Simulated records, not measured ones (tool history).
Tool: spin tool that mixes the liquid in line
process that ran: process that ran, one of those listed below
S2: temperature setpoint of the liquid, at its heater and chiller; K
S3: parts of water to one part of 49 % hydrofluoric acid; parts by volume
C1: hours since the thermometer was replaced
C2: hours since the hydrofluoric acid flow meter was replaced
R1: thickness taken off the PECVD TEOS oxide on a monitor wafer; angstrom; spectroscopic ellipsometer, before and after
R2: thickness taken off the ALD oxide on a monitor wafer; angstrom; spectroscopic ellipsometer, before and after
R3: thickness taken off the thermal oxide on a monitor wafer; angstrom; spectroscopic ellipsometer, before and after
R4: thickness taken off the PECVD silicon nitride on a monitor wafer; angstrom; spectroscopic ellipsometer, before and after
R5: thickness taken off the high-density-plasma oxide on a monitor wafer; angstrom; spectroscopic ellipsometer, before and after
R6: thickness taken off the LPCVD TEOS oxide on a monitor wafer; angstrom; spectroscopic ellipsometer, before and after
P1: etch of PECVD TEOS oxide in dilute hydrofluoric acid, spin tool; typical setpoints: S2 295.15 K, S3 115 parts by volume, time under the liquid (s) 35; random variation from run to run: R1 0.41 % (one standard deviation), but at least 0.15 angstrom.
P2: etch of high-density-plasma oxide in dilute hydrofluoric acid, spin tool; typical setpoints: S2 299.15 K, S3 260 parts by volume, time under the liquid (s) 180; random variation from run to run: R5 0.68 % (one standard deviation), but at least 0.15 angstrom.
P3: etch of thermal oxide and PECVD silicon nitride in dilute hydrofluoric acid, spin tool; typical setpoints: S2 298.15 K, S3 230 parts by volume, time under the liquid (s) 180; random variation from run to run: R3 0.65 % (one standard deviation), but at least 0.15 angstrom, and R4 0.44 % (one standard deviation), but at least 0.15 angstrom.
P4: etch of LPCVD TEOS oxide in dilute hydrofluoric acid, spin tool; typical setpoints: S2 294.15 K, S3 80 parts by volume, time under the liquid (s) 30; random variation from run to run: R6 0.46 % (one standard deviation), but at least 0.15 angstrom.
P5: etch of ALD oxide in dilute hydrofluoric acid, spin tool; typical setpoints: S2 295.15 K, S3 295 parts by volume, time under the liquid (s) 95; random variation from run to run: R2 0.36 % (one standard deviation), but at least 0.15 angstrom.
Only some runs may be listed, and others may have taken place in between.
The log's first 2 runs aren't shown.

Run 3, hour 22.2: process that ran P3, S2 298.15 K, S3 230 parts by volume, time under the liquid (s) 180; C1 758.0; C2 1025.4. Result: R3 33.8920 angstrom, R4 48.001 angstrom.
Run 4, hour 30.0: process that ran P1, S2 295.15 K, S3 115 parts by volume, time under the liquid (s) 55; C1 765.8; C2 1033.2. Result: R1 122.940 angstrom.
Run 5, hour 38.2: process that ran P3, S2 304.15 K, S3 230 parts by volume, time under the liquid (s) 180; C1 774.0; C2 1041.4. Result: R3 42.1190 angstrom, R4 68.825 angstrom.
Run 6, hour 44.3: process that ran P1, S2 290.15 K, S3 75 parts by volume, time under the liquid (s) 35; C1 780.1; C2 1047.5. Result: R1 102.640 angstrom.
Run 7, hour 54.7: process that ran P1, S2 295.15 K, S3 115 parts by volume, time under the liquid (s) 35; C1 790.5; C2 1057.9. Result: R1 78.660 angstrom.
Run 8, hour 63.3: process that ran P2, S2 299.15 K, S3 150 parts by volume, time under the liquid (s) 180; C1 799.1; C2 1066.5. Result: R5 60.869 angstrom.
Run 9, hour 73.7: process that ran P1, S2 295.15 K, S3 115 parts by volume, time under the liquid (s) 35; C1 809.5; C2 1076.9. Result: R1 78.310 angstrom.
Run 10, hour 80.5: process that ran P5, S2 295.15 K, S3 295 parts by volume, time under the liquid (s) 160; C1 816.3; C2 1083.7. Result: R2 94.496 angstrom.
Run 11, hour 86.4: process that ran P1, S2 290.15 K, S3 115 parts by volume, time under the liquid (s) 35; C1 822.2; C2 1089.6. Result: R1 63.816 angstrom.
Run 12, hour 96.3: process that ran P4, S2 302.65 K, S3 80 parts by volume, time under the liquid (s) 30; C1 832.1; C2 1099.5. Result: R6 265.16 angstrom.
Run 13, hour 103.6: process that ran P5, S2 290.15 K, S3 295 parts by volume, time under the liquid (s) 95; C1 839.4; C2 1106.8. Result: R2 46.703 angstrom.
Run 14, hour 114.7: process that ran P2, S2 292.15 K, S3 260 parts by volume, time under the liquid (s) 180; C1 850.5; C2 1117.9. Result: R5 24.838 angstrom.
Run 15, hour 122.0: process that ran P2, S2 299.15 K, S3 260 parts by volume, time under the liquid (s) 180; C1 857.8; C2 1125.2. Result: R5 31.096 angstrom.
Run 16, hour 132.5: process that ran P3, S2 298.15 K, S3 230 parts by volume, time under the liquid (s) 50; C1 868.3; C2 1135.7. Result: R3 9.4076 angstrom, R4 13.614 angstrom.
Run 17, hour 142.9: process that ran P1, S2 295.15 K, S3 115 parts by volume, time under the liquid (s) 35; C1 878.7; C2 1146.1. Result: R1 78.633 angstrom.
Run 18, hour 147.8: process that ran P3, S2 298.15 K, S3 405 parts by volume, time under the liquid (s) 180; C1 883.6; C2 1151.0. Result: R3 16.3990 angstrom, R4 27.371 angstrom.
Run 19, hour 158.0: process that ran P4, S2 294.15 K, S3 80 parts by volume, time under the liquid (s) 55; C1 893.8; C2 1161.2. Result: R6 346.69 angstrom.
Run 20, hour 167.1: process that ran P2, S2 299.15 K, S3 260 parts by volume, time under the liquid (s) 320; C1 902.9; C2 1170.3. Result: R5 55.317 angstrom.
Run 21, hour 173.7: process that ran P4, S2 294.15 K, S3 145 parts by volume, time under the liquid (s) 30; C1 909.5; C2 1176.9. Result: R6 97.75 angstrom.
Run 22, hour 184.4: process that ran P1, S2 295.15 K, S3 115 parts by volume, time under the liquid (s) 35; C1 920.2; C2 1187.6. Result: R1 78.043 angstrom.
Run 23, hour 194.9: process that ran P1, S2 295.15 K, S3 115 parts by volume, time under the liquid (s) 15; C1 930.7; C2 1198.1. Result: R1 33.648 angstrom.
Run 24, hour 201.7: process that ran P1, S2 299.15 K, S3 190 parts by volume, time under the liquid (s) 35; C1 937.5; C2 1204.9. Result: R1 50.458 angstrom.
Run 25, hour 209.5: process that ran P1, S2 295.15 K, S3 115 parts by volume, time under the liquid (s) 35; C1 945.3; C2 1212.7. Result: R1 78.739 angstrom.

Run 26 has not been measured yet. What should we expect?
Run 26, hour 214.5: process that ran P4, S2 294.15 K, S3 80 parts by volume, time under the liquid (s) 30; C1 950.3; C2 1217.7. Result: R6 ?.

Logged for run 26: R6 189.70 angstrom.

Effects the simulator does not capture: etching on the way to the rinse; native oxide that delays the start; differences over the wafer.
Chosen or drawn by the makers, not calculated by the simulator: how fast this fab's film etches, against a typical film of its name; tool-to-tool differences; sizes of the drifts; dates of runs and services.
